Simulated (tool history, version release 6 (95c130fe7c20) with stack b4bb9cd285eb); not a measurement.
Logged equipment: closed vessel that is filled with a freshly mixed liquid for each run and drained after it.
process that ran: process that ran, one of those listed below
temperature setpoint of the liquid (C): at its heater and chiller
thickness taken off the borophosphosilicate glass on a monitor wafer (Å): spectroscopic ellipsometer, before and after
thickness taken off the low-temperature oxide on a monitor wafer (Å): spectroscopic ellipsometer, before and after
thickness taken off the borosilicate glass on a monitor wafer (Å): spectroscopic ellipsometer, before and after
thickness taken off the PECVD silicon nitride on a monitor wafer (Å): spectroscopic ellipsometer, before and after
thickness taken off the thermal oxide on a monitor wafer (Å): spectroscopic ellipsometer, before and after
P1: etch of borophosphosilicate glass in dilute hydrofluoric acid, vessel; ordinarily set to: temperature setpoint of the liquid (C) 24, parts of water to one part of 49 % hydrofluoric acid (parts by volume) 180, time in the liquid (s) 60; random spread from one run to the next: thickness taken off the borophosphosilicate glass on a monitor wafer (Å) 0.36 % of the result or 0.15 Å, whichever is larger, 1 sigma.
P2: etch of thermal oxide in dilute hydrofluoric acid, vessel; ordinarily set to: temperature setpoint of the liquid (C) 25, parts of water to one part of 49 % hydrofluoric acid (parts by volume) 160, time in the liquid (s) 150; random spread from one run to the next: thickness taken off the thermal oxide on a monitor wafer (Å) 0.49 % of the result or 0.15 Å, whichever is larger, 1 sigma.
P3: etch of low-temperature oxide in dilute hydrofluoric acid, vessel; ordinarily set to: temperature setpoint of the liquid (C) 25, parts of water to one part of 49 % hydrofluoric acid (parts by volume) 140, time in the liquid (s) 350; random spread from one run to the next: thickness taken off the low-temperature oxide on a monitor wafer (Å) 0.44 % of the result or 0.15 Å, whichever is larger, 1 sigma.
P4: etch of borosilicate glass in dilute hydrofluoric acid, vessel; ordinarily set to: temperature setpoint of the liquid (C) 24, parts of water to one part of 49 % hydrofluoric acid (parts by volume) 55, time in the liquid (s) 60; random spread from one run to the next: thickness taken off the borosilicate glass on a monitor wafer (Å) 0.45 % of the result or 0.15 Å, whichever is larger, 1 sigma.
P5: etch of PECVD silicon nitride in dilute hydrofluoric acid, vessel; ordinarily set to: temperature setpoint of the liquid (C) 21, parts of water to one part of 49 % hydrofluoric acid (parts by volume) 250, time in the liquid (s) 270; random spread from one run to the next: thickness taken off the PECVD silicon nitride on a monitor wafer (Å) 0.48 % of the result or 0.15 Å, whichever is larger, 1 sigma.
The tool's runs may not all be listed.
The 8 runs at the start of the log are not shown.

run	hour	process that ran	temperature setpoint of the liquid (C)	parts of water to one part of 49 % hydrofluoric acid (parts by volume)	time in the liquid (s)	hours since the thermometer was replaced	hours since the hydrofluoric acid flow meter was replaced	thickness taken off the borophosphosilicate glass on a monitor wafer (Å)	thickness taken off the low-temperature oxide on a monitor wafer (Å)	thickness taken off the borosilicate glass on a monitor wafer (Å)	thickness taken off the PECVD silicon nitride on a monitor wafer (Å)	thickness taken off the thermal oxide on a monitor wafer (Å)
9	90.4	P1	24	240	100	1512	345	282.61				
10	98.5	P2	25	295	150	1520.1	353.1					19.784
11	108.2	P3	25	140	350	1529.8	362.8		254.77			
12	120.8	P1	24	180	85	1542.4	375.4	340.99				
13	133.1	P4	32	55	60	1554.7	387.7			626.97		
14	145.9	P1	24	180	60	1567.5	400.5	240.49				
15	156.8	P2	25	160	150	1578.4	411.4					42.339
16	168.5	P1	31	180	60	1590.1	423.1	309.03				
17	180.3	P1	17	180	60	1601.9	434.9	183.09				
18	188.2	P5	21	100	270	1609.8	442.8				123.84	
19	196.5	P2	25	160	240	1618.1	451.1					68.039
20	205.5	P1	24	65	60	1627.1	460.1	761.8				
21	217.2	P2	25	160	150	1638.8	471.8					42.306
22	226.1	P3	25	140	640	1647.7	480.7		471.16			
23	236.1	P1	24	180	60	1657.7	490.7	239.61				
24	243.1	P1	24	270	60	1664.7	497.7	146.04				

Run 25 is up next; what results do you expect?
25	253.7	P4	24	55	60	1675.3	508.3			?		

Run 25 came out at thickness taken off the borosilicate glass on a monitor wafer (Å) 461.77.

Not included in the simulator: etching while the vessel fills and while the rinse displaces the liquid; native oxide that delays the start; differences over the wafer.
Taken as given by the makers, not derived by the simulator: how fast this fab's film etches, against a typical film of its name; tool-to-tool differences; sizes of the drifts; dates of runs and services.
